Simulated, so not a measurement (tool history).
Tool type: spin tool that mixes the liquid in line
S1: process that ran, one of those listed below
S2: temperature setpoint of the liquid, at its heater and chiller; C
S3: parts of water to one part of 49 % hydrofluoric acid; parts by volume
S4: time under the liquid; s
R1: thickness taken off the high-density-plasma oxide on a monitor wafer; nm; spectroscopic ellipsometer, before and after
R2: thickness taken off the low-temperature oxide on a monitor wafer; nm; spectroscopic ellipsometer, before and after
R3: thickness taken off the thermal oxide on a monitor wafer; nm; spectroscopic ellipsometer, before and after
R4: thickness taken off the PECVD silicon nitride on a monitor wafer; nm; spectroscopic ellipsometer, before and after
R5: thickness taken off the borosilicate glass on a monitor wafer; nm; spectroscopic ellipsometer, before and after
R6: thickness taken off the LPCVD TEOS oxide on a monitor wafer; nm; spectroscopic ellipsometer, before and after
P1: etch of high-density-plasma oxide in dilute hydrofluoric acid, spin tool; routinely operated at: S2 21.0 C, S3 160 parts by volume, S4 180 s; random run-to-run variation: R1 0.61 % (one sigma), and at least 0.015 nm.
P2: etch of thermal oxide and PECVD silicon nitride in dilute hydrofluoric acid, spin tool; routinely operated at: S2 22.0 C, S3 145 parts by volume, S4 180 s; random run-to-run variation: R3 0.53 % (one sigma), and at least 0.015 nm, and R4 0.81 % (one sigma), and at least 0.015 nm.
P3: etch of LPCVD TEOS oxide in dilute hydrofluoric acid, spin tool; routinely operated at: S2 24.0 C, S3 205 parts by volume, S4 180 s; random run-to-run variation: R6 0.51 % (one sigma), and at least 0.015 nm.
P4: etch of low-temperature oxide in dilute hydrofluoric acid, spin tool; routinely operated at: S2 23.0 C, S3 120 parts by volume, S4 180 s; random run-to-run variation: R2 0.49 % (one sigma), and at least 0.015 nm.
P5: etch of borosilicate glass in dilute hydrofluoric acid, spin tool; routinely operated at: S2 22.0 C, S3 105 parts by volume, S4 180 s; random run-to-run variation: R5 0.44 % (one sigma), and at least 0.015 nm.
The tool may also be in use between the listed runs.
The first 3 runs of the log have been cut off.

| run | hour | S1 | S2 | S3 | S4 | R1 | R2 | R3 | R4 | R5 | R6 |
|---|---|---|---|---|---|---|---|---|---|---|---|
| 4 | 44.9 | P4 | 23.0 | 120 | 15 |  | 1.2511 |  |  |  |  |
| 5 | 56.5 | P1 | 21.0 | 160 | 365 | 9.63040 |  |  |  |  |  |
| 6 | 66.4 | P1 | 21.0 | 160 | 15 | 0.39025 |  |  |  |  |  |
| 7 | 80.9 | P2 | 22.0 | 145 | 180 |  |  | 4.9328 | 3.34760 |  |  |
| 8 | 90.8 | P4 | 17.0 | 120 | 180 |  | 11.6900 |  |  |  |  |
| 9 | 102.2 | P5 | 22.0 | 105 | 180 |  |  |  |  | 32.955 |  |
| 10 | 113.9 | P5 | 22.0 | 30 | 180 |  |  |  |  | 127.880 |  |
| 11 | 123.7 | P4 | 23.0 | 175 | 180 |  | 9.7247 |  |  |  |  |
| 12 | 134.6 | P2 | 22.0 | 145 | 50 |  |  | 1.3551 | 0.93286 |  |  |
| 13 | 144.3 | P2 | 22.0 | 145 | 180 |  |  | 4.9358 | 3.33470 |  |  |
| 14 | 151.0 | P3 | 24.0 | 205 | 180 |  |  |  |  |  | 22.5380 |
| 15 | 161.0 | P4 | 23.0 | 120 | 180 |  | 14.9850 |  |  |  |  |
| 16 | 175.1 | P1 | 21.0 | 25 | 180 | 35.47500 |  |  |  |  |  |
| 17 | 189.5 | P3 | 24.0 | 90 | 180 |  |  |  |  |  | 57.6990 |
| 18 | 196.3 | P3 | 24.0 | 205 | 55 |  |  |  |  |  | 6.8747 |
| 19 | 205.0 | P5 | 22.0 | 105 | 280 |  |  |  |  | 51.288 |  |
| 20 | 212.9 | P3 | 17.0 | 205 | 180 |  |  |  |  |  | 17.1490 |
| 21 | 226.1 | P1 | 26.0 | 160 | 260 | 8.32920 |  |  |  |  |  |
| 22 | 234.0 | P1 | 17.0 | 285 | 180 | 2.04530 |  |  |  |  |  |
| 23 | 245.5 | P1 | 25.5 | 160 | 180 | 5.71540 |  |  |  |  |  |
| 24 | 253.5 | P1 | 21.0 | 160 | 180 | 4.76420 |  |  |  |  |  |
| 25 | 261.6 | P1 | 17.0 | 285 | 180 | 2.03940 |  |  |  |  |  |
| 26 | 269.4 | P5 | 28.5 | 105 | 180 |  |  |  |  | 43.156 |  |
| 27 | 281.7 | P5 | 22.0 | 105 | 180 |  |  |  |  | 33.387 |  |
| 28 | 288.6 | P1 | 17.0 | 160 | 180 | 4.05740 |  |  |  |  |  |

Estimate the outcome of run 29 from the log above:
| 29 | 303.1 | P2 | 22.0 | 205 | 180 |  |  | ? | ? |  |  |

{"run 29": {"R3": 3.2504, "R4": 2.3835}}

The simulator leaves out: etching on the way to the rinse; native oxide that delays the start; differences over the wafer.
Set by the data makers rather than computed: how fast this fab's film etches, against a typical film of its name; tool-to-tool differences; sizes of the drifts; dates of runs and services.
